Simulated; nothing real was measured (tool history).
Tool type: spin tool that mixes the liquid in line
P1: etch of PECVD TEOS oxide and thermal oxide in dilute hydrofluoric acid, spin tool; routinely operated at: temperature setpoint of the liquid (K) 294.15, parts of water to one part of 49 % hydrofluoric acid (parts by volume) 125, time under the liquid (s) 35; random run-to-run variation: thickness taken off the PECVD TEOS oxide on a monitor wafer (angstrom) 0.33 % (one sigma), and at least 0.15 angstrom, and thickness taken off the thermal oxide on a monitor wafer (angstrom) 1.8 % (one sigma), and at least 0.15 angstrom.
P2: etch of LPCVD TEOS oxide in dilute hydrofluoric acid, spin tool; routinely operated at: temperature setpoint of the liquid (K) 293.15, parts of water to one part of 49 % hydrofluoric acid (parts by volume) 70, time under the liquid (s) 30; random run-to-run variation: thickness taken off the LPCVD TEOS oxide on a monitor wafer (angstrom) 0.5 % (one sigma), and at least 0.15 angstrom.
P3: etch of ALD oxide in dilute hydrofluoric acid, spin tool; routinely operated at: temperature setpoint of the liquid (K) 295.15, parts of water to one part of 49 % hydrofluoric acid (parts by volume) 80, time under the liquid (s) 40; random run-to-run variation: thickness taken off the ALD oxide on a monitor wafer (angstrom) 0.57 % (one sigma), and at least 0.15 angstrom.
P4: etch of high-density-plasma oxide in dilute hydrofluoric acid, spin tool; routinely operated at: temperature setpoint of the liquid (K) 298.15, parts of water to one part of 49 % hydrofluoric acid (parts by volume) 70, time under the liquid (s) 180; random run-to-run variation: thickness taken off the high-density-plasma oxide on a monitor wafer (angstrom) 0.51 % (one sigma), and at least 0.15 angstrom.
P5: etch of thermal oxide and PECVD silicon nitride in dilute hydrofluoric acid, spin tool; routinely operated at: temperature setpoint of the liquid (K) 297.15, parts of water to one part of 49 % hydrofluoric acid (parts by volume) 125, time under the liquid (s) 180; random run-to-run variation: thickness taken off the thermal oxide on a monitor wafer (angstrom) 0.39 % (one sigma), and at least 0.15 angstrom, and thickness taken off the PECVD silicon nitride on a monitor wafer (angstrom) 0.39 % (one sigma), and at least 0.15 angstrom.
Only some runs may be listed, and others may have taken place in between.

run     day  process that ran  temperature setpoint of the liquid (K)  parts of water to one part of 49 % hydrofluoric acid (parts by volume)  time under the liquid (s)  hours since the thermometer was replaced  hours since the hydrofluoric acid flow meter was replaced  thickness taken off the PECVD TEOS oxide on a monitor wafer (angstrom)  thickness taken off the thermal oxide on a monitor wafer (angstrom)  thickness taken off the LPCVD TEOS oxide on a monitor wafer (angstrom)  thickness taken off the PECVD silicon nitride on a monitor wafer (angstrom)  thickness taken off the high-density-plasma oxide on a monitor wafer (angstrom)  thickness taken off the ALD oxide on a monitor wafer (angstrom)
  1   0.354                P1                                  294.15                                                                     125                         35                                     590.9                                                      824.2                                                                  68.034                                                               11.916
  2   0.654                P2                                  293.15                                                                      20                         30                                     598.1                                                      831.4                                                                                                                                                                                                               370.17
  3   0.933                P5                                  297.15                                                                     125                        180                                     604.8                                                      838.1                                                                                                                                       63.547                                                                                                                                               73.661
  4   1.108                P1                                  298.15                                                                     125                         35                                       609                                                      842.3                                                                  79.622                                                               14.011
  5   1.488                P1                                  294.15                                                                     125                         35                                     618.1                                                      851.4                                                                  67.959                                                               12.381
  6   1.808                P4                                  298.15                                                                      70                        180                                     625.8                                                      859.1                                                                                                                                                                                                                                                                                                                                                                             156.15
  7   2.058                P1                                  298.15                                                                     125                         15                                     631.8                                                      865.1                                                                   34.02                                                               6.0663
  8   2.233                P1                                  294.15                                                                     125                         35                                       636                                                      869.3                                                                  67.834                                                                12.19
  9   2.508                P3                                  295.15                                                                      80                         80                                     642.6                                                      875.9                                                                                                                                                                                                                                                                                                                                                                                                                                              179.42
 10   2.808                P5                                  297.15                                                                     125                        180                                     649.8                                                      883.1                                                                                                                                       63.033                                                                                                                                               74.064
 11   3.188                P2                                  298.65                                                                      70                         30                                     658.9                                                      892.2                                                                                                                                                                                                               125.39
 12   3.558                P5                                  290.15                                                                     125                        180                                     667.8                                                      901.1                                                                                                                                       47.977                                                                                                                                               46.126
 13   3.862                P1                                  294.15                                                                     125                         35                                     675.1                                                      908.4                                                                   67.99                                                               11.677
 14   4.125                P1                                  294.15                                                                     125                         65                                     681.4                                                      914.7                                                                  126.72                                                               22.628
 15   4.492                P4                                  298.15                                                                     120                        180                                     690.2                                                      923.5                                                                                                                                                                                                                                                                                                                                                                             84.903
 16   4.871                P1                                  294.15                                                                      50                         35                                     699.3                                                      932.6                                                                  184.72                                                               33.553
 17   5.079                P1                                  290.15                                                                      55                         35                                     704.3                                                      937.6                                                                  141.12                                                               24.831
 18   5.454                P4                                  298.15                                                                      70                         15                                     713.3                                                      946.6                                                                                                                                                                                                                                                                                                                                                                             12.959
 19    5.65                P2                                  293.15                                                                      70                         30                                       718                                                      951.3                                                                                                                                                                                                               98.939
 20   5.929                P1                                  299.65                                                                     125                         15                                     724.7                                                        958                                                                   35.92                                                                6.547
 21   6.271                P1                                  294.15                                                                     125                         35                                     732.9                                                      966.2                                                                  68.113                                                               12.084
 22   6.612                P2                                  293.15                                                                      70                         30                                     741.1                                                      974.4                                                                                                                                                                                                               98.944
 23     6.8                P1                                  294.15                                                                     215                         35                                     745.6                                                      978.9                                                                  36.221                                                               6.3224
 24   7.083                P5                                  297.15                                                                      25                        180                                     752.4                                                      985.7                                                                                                                                       362.26                                                                                                                                               358.72
      7.254  -- thermometer replaced
 25   7.292                P3                                  295.15                                                                     120                         40                                         1                                                      990.7                                                                                                                                                                                                                                                                                                                                                                                                                                              56.769
 26   7.633                P1                                  294.15                                                                     125                         20                                       9.2                                                      998.9                                                                  38.489                                                               7.0524
 27   7.921                P5                                  297.15                                                                     125                         55                                      16.1                                                     1005.8                                                                                                                                       19.455                                                                                                                                               22.681
 28   8.196                P2                                  293.15                                                                      70                         65                                      22.7                                                     1012.4                                                                                                                                                                                                               217.33
 29   8.475                P3                                  295.15                                                                      80                         40                                      29.4                                                     1019.1                                                                                                                                                                                                                                                                                                                                                                                                                                              89.302
 30   8.754                P1                                  290.15                                                                     125                         35                                      36.1                                                     1025.8                                                                  57.524                                                               9.7771
 31   8.967                P3                                  290.15                                                                      80                         40                                      41.2                                                     1030.9                                                                                                                                                                                                                                                                                                                                                                                                                                              72.419
 32   9.329                P4                                  302.15                                                                      70                        180                                      49.9                                                     1039.6                                                                                                                                                                                                                                                                                                                                                                             182.02
 33   9.621                P1                                  294.15                                                                     125                         35                                      56.9                                                     1046.6                                                                   67.62                                                               11.751
 34   9.821                P3                                  295.15                                                                      80                         40                                      61.7                                                     1051.4                                                                                                                                                                                                                                                                                                                                                                                                                                              89.387
 35  10.171                P1                                  294.15                                                                     125                         35                                      70.1                                                     1059.8                                                                  67.834                                                               12.001
 36  10.496                P1                                  294.15                                                                     125                         35                                      77.9                                                     1067.6                                                                  69.454                                                               12.421
 37  10.717                P1                                  294.15                                                                     125                         35                                      83.2                                                     1072.9                                                                  70.672                                                                12.77
 38  10.975                P1                                  294.15                                                                     125                         35                                      89.4                                                     1079.1                                                                  71.598                                                               12.338
 39  11.267                P1                                  294.15                                                                     125                         35                                      96.4                                                     1086.1                                                                  72.538                                                                12.77
 40  11.504                P1                                  294.15                                                                     125                         35                                     102.1                                                     1091.8                                                                  72.217                                                               12.298
 41  11.829                P1                                  294.15                                                                     125                         35                                     109.9                                                     1099.6                                                                   72.85                                                                 12.8
 42  12.133                P1                                  294.15                                                                     125                         35                                     117.2                                                     1106.9                                                                   72.29                                                               13.043
 43  12.325                P1                                  294.15                                                                     125                         35                                     121.8                                                     1111.5                                                                  72.672                                                               13.155
 44  12.608                P1                                  294.15                                                                     125                         35                                     128.6                                                     1118.3                                                                  72.518                                                               12.921

The log shows P1 creeping away from where it was. Any of the 2 causes listed here, at the size stated for it, fits the log just as well as the others:
A: hydrofluoric acid flow above the setpoint (%) = 6.11
B: liquid hotter than its thermometer reads (K) = 1.7
The drift started at roughly day 10.171.

4 check runs are offered, one wafer each, their results left as question marks. Which one tells the causes apart?
check 1  12.892                P2                                  293.15                                                                      70                         30                                                                                                                                                                                                                                                                                                                         ?
check 2  12.892                P3                                  295.15                                                                      80                         40                                                                                                                                                                                                                                                                                                                                                                                                                                                                                                                                                        ?
check 3  12.892                P5                                  297.15                                                                     125                        180                                                                                                                                                                                                                                                 ?                                                                                                                                                    ?
check 4  12.892                P4                                  298.15                                                                      70                        180                                                                                                                                                                                                                                                                                                                                                                                                                                                                                       ?

How each check would come out, cause by cause:
  check                                                                           result    if A    if B
check 1           thickness taken off the LPCVD TEOS oxide on a monitor wafer (angstrom)  106.45  107.17
check 2                  thickness taken off the ALD oxide on a monitor wafer (angstrom)  95.615  96.007
check 3              thickness taken off the thermal oxide on a monitor wafer (angstrom)   68.06  67.904
check 3      thickness taken off the PECVD silicon nitride on a monitor wafer (angstrom)  78.536  82.678
check 4  thickness taken off the high-density-plasma oxide on a monitor wafer (angstrom)  166.73  167.26
Per check, the gap between the least separated pair of causes, taken in the result that splits them most: check 1 0.67 %; check 2 0.41 %; check 3 5.14 %; check 4 0.32 %
Check 3 tells the causes apart: in the others they would give nearly the same result.

With check 3 done, the readings were: thickness taken off the thermal oxide on a monitor wafer (angstrom) 67.695; thickness taken off the PECVD silicon nitride on a monitor wafer (angstrom) 78.626. Identify which of the listed causes applies.

The cause is A: hydrofluoric acid flow above the setpoint (%).
